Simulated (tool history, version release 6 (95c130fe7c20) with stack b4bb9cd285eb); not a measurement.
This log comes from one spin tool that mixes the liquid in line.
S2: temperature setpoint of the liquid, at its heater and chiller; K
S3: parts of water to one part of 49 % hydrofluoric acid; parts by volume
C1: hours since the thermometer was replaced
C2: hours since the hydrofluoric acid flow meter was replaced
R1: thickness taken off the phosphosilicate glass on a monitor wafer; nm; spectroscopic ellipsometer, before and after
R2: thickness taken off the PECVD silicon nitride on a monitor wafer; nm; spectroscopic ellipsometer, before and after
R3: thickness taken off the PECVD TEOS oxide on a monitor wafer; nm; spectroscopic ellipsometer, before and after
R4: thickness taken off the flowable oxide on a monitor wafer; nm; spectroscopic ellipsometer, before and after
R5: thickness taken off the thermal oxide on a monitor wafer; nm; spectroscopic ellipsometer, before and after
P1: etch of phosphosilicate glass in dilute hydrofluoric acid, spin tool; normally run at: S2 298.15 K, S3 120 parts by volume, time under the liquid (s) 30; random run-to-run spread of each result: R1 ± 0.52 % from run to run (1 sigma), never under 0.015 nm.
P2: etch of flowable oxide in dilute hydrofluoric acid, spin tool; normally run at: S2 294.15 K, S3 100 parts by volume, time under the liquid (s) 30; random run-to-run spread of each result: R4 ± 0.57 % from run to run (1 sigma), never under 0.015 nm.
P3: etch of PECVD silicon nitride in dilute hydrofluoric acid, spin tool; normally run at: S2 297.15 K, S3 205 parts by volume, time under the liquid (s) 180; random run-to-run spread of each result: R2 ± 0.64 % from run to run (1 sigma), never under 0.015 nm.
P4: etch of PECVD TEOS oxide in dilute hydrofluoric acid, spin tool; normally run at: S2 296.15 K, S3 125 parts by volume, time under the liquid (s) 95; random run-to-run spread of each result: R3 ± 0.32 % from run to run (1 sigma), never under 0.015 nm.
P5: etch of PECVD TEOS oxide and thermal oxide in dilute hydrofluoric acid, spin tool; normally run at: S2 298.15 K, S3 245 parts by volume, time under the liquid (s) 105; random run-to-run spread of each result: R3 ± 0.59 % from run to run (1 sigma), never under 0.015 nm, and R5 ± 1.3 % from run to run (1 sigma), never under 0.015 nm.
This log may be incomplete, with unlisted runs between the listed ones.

Run 1, hour 12.8: process that ran P1, S2 298.15 K, S3 120 parts by volume, time under the liquid (s) 30; C1 304.8; C2 291.8. Result: R1 16.5390 nm.
Run 2, hour 30.0: process that ran P3, S2 297.15 K, S3 285 parts by volume, time under the liquid (s) 180; C1 322.0; C2 309.0. Result: R2 3.5467 nm.
Run 3, hour 48.4: process that ran P4, S2 290.15 K, S3 125 parts by volume, time under the liquid (s) 95; C1 340.4; C2 327.4. Result: R3 8.4659 nm.
Run 4, hour 65.1: process that ran P4, S2 296.15 K, S3 185 parts by volume, time under the liquid (s) 95; C1 357.1; C2 344.1. Result: R3 6.7838 nm.
Run 5, hour 74.4: process that ran P1, S2 291.15 K, S3 190 parts by volume, time under the liquid (s) 30; C1 366.4; C2 353.4. Result: R1 7.3805 nm.
Run 6, hour 89.7: process that ran P2, S2 290.15 K, S3 100 parts by volume, time under the liquid (s) 30; C1 381.7; C2 368.7. Result: R4 7.4110 nm.
Run 7, hour 101.1: process that ran P4, S2 296.15 K, S3 125 parts by volume, time under the liquid (s) 95; C1 393.1; C2 380.1. Result: R3 10.7560 nm.
Run 8, hour 114.8: process that ran P5, S2 303.65 K, S3 245 parts by volume, time under the liquid (s) 105; C1 406.8; C2 393.8. Result: R3 7.3748 nm, R5 2.0439 nm.
Run 9, hour 129.7: process that ran P1, S2 294.65 K, S3 120 parts by volume, time under the liquid (s) 15; C1 421.7; C2 408.7. Result: R1 7.1884 nm.
Run 10, hour 144.3: process that ran P2, S2 294.15 K, S3 100 parts by volume, time under the liquid (s) 30; C1 436.3; C2 423.3. Result: R4 8.8485 nm.
Run 11, hour 159.3: process that ran P3, S2 297.15 K, S3 205 parts by volume, time under the liquid (s) 180; C1 451.3; C2 438.3. Result: R2 4.9234 nm.
Run 12, hour 170.6: process that ran P1, S2 298.15 K, S3 180 parts by volume, time under the liquid (s) 30; C1 462.6; C2 449.6. Result: R1 10.3500 nm.
Run 13, hour 179.1: process that ran P1, S2 298.15 K, S3 120 parts by volume, time under the liquid (s) 30; C1 471.1; C2 458.1. Result: R1 16.5560 nm.
Run 14, hour 190.5: process that ran P1, S2 305.15 K, S3 120 parts by volume, time under the liquid (s) 30; C1 482.5; C2 469.5. Result: R1 21.5120 nm.
Run 15, hour 200.3: process that ran P2, S2 294.15 K, S3 100 parts by volume, time under the liquid (s) 45; C1 492.3; C2 479.3. Result: R4 13.2580 nm.
Run 16, hour 214.9: process that ran P1, S2 292.15 K, S3 120 parts by volume, time under the liquid (s) 55; C1 506.9; C2 493.9. Result: R1 23.7930 nm.
Run 17, hour 231.1: process that ran P1, S2 298.15 K, S3 75 parts by volume, time under the liquid (s) 30; C1 523.1; C2 510.1. Result: R1 27.9860 nm.
Run 18, hour 246.6: process that ran P1, S2 298.15 K, S3 120 parts by volume, time under the liquid (s) 30; C1 538.6; C2 525.6. Result: R1 16.6670 nm.
Run 19, hour 255.0: process that ran P2, S2 294.15 K, S3 100 parts by volume, time under the liquid (s) 30; C1 547.0; C2 534.0. Result: R4 8.8323 nm.
Run 20, hour 264.3: process that ran P4, S2 296.15 K, S3 125 parts by volume, time under the liquid (s) 15; C1 556.3; C2 543.3. Result: R3 1.7051 nm.
Run 21, hour 273.7: process that ran P1, S2 298.15 K, S3 120 parts by volume, time under the liquid (s) 15; C1 565.7; C2 552.7. Result: R1 8.2770 nm.
Run 22, hour 282.8: process that ran P5, S2 298.15 K, S3 245 parts by volume, time under the liquid (s) 105; C1 574.8; C2 561.8. Result: R3 6.1885 nm, R5 1.6867 nm.
At hour 291.9: thermometer replaced.
Run 23, hour 293.9: process that ran P1, S2 298.15 K, S3 120 parts by volume, time under the liquid (s) 30; C1 2.0; C2 572.9. Result: R1 16.5760 nm.
Run 24, hour 309.9: process that ran P3, S2 297.15 K, S3 205 parts by volume, time under the liquid (s) 320; C1 18.0; C2 588.9. Result: R2 8.7346 nm.
Run 25, hour 319.5: process that ran P1, S2 298.15 K, S3 120 parts by volume, time under the liquid (s) 60; C1 27.6; C2 598.5. Result: R1 32.8310 nm.
Run 26, hour 337.8: process that ran P2, S2 294.15 K, S3 145 parts by volume, time under the liquid (s) 30; C1 45.9; C2 616.8. Result: R4 5.7919 nm.
Run 27, hour 355.8: process that ran P5, S2 298.15 K, S3 140 parts by volume, time under the liquid (s) 105; C1 63.9; C2 634.8. Result: R3 12.0550 nm, R5 3.3981 nm.
Run 28, hour 372.5: process that ran P3, S2 293.15 K, S3 205 parts by volume, time under the liquid (s) 180; C1 80.6; C2 651.5. Result: R2 3.8619 nm.
Run 29, hour 386.1: process that ran P1, S2 291.15 K, S3 120 parts by volume, time under the liquid (s) 30; C1 94.2; C2 665.1. Result: R1 12.5450 nm.
Run 30, hour 396.5: process that ran P1, S2 298.15 K, S3 120 parts by volume, time under the liquid (s) 30; C1 104.6; C2 675.5. Result: R1 16.3400 nm.
Run 31, hour 412.2: process that ran P5, S2 298.15 K, S3 245 parts by volume, time under the liquid (s) 35; C1 120.3; C2 691.2. Result: R3 2.0919 nm, R5 0.5771 nm.
Run 32, hour 430.8: process that ran P1, S2 298.15 K, S3 120 parts by volume, time under the liquid (s) 30; C1 138.9; C2 709.8. Result: R1 16.6360 nm.
Run 33, hour 443.4: process that ran P1, S2 298.15 K, S3 120 parts by volume, time under the liquid (s) 30; C1 151.5; C2 722.4. Result: R1 16.8660 nm.
Run 34, hour 458.6: process that ran P1, S2 298.15 K, S3 120 parts by volume, time under the liquid (s) 30; C1 166.7; C2 737.6. Result: R1 17.3770 nm.
Run 35, hour 473.6: process that ran P1, S2 298.15 K, S3 120 parts by volume, time under the liquid (s) 30; C1 181.7; C2 752.6. Result: R1 17.5020 nm.
Run 36, hour 489.7: process that ran P1, S2 298.15 K, S3 120 parts by volume, time under the liquid (s) 30; C1 197.8; C2 768.7. Result: R1 17.6520 nm.
Run 37, hour 502.1: process that ran P1, S2 298.15 K, S3 120 parts by volume, time under the liquid (s) 30; C1 210.2; C2 781.1. Result: R1 17.6750 nm.
Run 38, hour 511.9: process that ran P1, S2 298.15 K, S3 120 parts by volume, time under the liquid (s) 30; C1 220.0; C2 790.9. Result: R1 17.7370 nm.
Run 39, hour 524.7: process that ran P1, S2 298.15 K, S3 120 parts by volume, time under the liquid (s) 30; C1 232.8; C2 803.7. Result: R1 17.5750 nm.

For run 40, what comes out?
Run 40, hour 534.6: process that ran P1, S2 298.15 K, S3 120 parts by volume, time under the liquid (s) 30; C1 242.7; C2 813.6. Result: R1 ?.

{"run 40": {"R1": 17.778}}

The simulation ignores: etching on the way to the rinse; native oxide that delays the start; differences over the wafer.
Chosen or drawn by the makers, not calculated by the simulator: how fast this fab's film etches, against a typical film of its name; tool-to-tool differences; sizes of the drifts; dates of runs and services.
